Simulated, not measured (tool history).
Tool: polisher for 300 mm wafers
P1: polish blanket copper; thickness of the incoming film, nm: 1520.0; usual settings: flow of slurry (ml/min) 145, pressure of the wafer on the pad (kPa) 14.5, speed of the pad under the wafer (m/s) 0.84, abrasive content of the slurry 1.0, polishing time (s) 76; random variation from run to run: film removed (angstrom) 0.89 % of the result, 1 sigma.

run	hour	flow of slurry (ml/min)	pressure of the wafer on the pad (kPa)	speed of the pad under the wafer (m/s)	abrasive content of the slurry	polishing time (s)	wafers polished on this pad	hours since the slurry nozzle was cleaned	hours since the head pressure was calibrated	hours since the slurry blender was calibrated	film removed (angstrom)
1	10.3	145	14.5	0.84	1.0	76	446	37.2	272.1	58.3	1210.50
2	22.3	220	14.5	0.84	1.0	76	582	49.2	284.1	70.3	1305.30
3	36.7	145	14.5	0.84	1.0	76	746	63.6	298.5	84.7	1225.00
4	43.5	145	14.5	0.84	1.0	50	824	70.4	305.3	91.5	807.89
5	56.9	205	14.5	0.40	1.0	76	976	83.8	318.7	104.9	614.84
6	64.6	145	14.5	0.60	1.0	76	1064	91.5	326.4	112.6	863.04
7	79.7	145	21.4	0.84	1.0	76	1235	106.6	341.5	127.7	1812.00
8	92.5	225	14.5	0.84	1.0	56	1381	119.4	354.3	140.5	961.28
9	99.6	85	14.5	0.84	1.0	76	1462	126.5	361.4	147.6	1090.80
10	112.3	145	14.5	0.84	1.0	76	1606	139.2	374.1	160.3	1234.10
11	122.1	145	14.5	0.84	1.5	76	1718	149.0	383.9	170.1	1355.10
12	132.8	145	14.5	0.84	1.0	76	1839	159.7	394.6	180.8	1230.40
13	144.4	145	14.5	1.30	1.0	76	1971	171.3	406.2	192.4	1879.30
14	154.4	145	14.5	0.84	0.5	76	2085	181.3	416.2	202.4	1072.50
15	163.8	145	7.6	0.84	1.0	76	2192	190.7	425.6	211.8	640.74
# hour 170.9: slurry blender recalibrated
16	171.1	145	14.5	0.84	1.0	116	2275	198.0	432.9	0.3	1877.90
17	180.3	145	17.9	1.10	1.0	76	2380	207.2	442.1	9.5	1999.50
18	193.3	145	14.5	0.84	1.0	76	2528	220.2	455.1	22.5	1220.70
19	206.3	145	14.5	0.84	1.0	76	2676	233.2	468.1	35.5	1162.00
20	216.1	145	14.5	0.84	1.0	76	2787	243.0	477.9	45.3	1140.60
21	225.8	145	14.5	0.84	1.0	76	2897	252.7	487.6	55.0	1145.80
# hour 226.0: slurry blender recalibrated
# hour 233.4: head pressure recalibrated
22	240.2	145	14.5	0.84	1.0	76	3061	267.1	6.8	14.3	1106.20
23	252.1	145	14.5	0.84	1.0	76	3197	279.0	18.7	26.2	1094.80
24	260.8	145	14.5	0.84	1.0	76	3296	287.7	27.4	34.9	1088.00

What P1 gives has crept away from where it was. These 2 causes fit the log equally well, each at the size given:
A: slurry flow missing at the pad, % = 39.8
B: removal rate lost through wear of the pad, % = 10.8
The creep began at about hour 193.3.
Why every other cause is out:
head's pressure below its setpoint, %: serviced at hour 233.4, which brought nothing back
abrasive missing from the slurry, %: serviced at hour 226.0, which brought nothing back

4 check runs are offered, one wafer each, their results left as question marks. Which one tells the causes apart?
check 1	269.5	85	14.5	0.84	1.0	112					?
check 2	269.5	145	17.9	0.84	1.0	76					?
check 3	269.5	145	7.6	1.24	1.0	76					?
check 4	269.5	145	14.5	1.24	1.0	112					?

What each check would give under each cause:
check	result	if A	if B
check 1	film removed (angstrom)	1335.40	1426.50
check 2	film removed (angstrom)	1353.60	1353.30
check 3	film removed (angstrom)	845.40	845.17
check 4	film removed (angstrom)	2378.40	2377.80
How far apart the two closest causes lie, in the result that separates them most: check 1 6.59 %; check 2 0.03 %; check 3 0.03 %; check 4 0.03 %
Check 1 tells the causes apart: in the others they would give nearly the same result.

Check 1 was then run and gave: film removed (angstrom) 1330.80. Which cause is it?

It is A: slurry flow missing at the pad, %.
